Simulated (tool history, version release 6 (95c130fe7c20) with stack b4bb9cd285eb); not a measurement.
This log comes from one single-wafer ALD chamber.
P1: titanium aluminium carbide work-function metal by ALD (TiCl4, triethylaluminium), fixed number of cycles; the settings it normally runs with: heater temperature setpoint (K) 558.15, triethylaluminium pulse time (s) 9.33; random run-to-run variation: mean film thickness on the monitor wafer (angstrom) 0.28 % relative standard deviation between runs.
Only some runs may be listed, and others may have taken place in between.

run  hour  heater temperature setpoint (K)  triethylaluminium pulse time (s)  mean film thickness on the monitor wafer (angstrom)
  1   4.8                           558.15                              9.33                                               18.405
  2   8.2                           534.15                              9.33                                               16.412
  3  10.9                           558.15                             14.17                                               19.048
  4  14.1                           558.15                              9.33                                                18.48
  5  18.9                           558.15                              9.33                                               18.363
  6  22.4                           558.15                              3.44                                               13.364
  7  26.5                           558.15                              9.33                                               18.493
  8  32.6                           558.15                              9.33                                               18.381
  9  35.8                           583.15                              9.33                                               20.569
 10  40.2                           558.15                              9.33                                               18.363
 11  45.8                           568.15                             12.24                                               19.763
 12  50.6                           558.15                              9.33                                               18.389
 13  53.3                           558.15                              9.33                                               18.336
 14    59                           558.15                              9.33                                               18.259

Run 15 has not been measured yet. What should we expect?
 15  64.4                           558.15                              9.33                                                    ?

mean film thickness on the monitor wafer (angstrom): 18.151

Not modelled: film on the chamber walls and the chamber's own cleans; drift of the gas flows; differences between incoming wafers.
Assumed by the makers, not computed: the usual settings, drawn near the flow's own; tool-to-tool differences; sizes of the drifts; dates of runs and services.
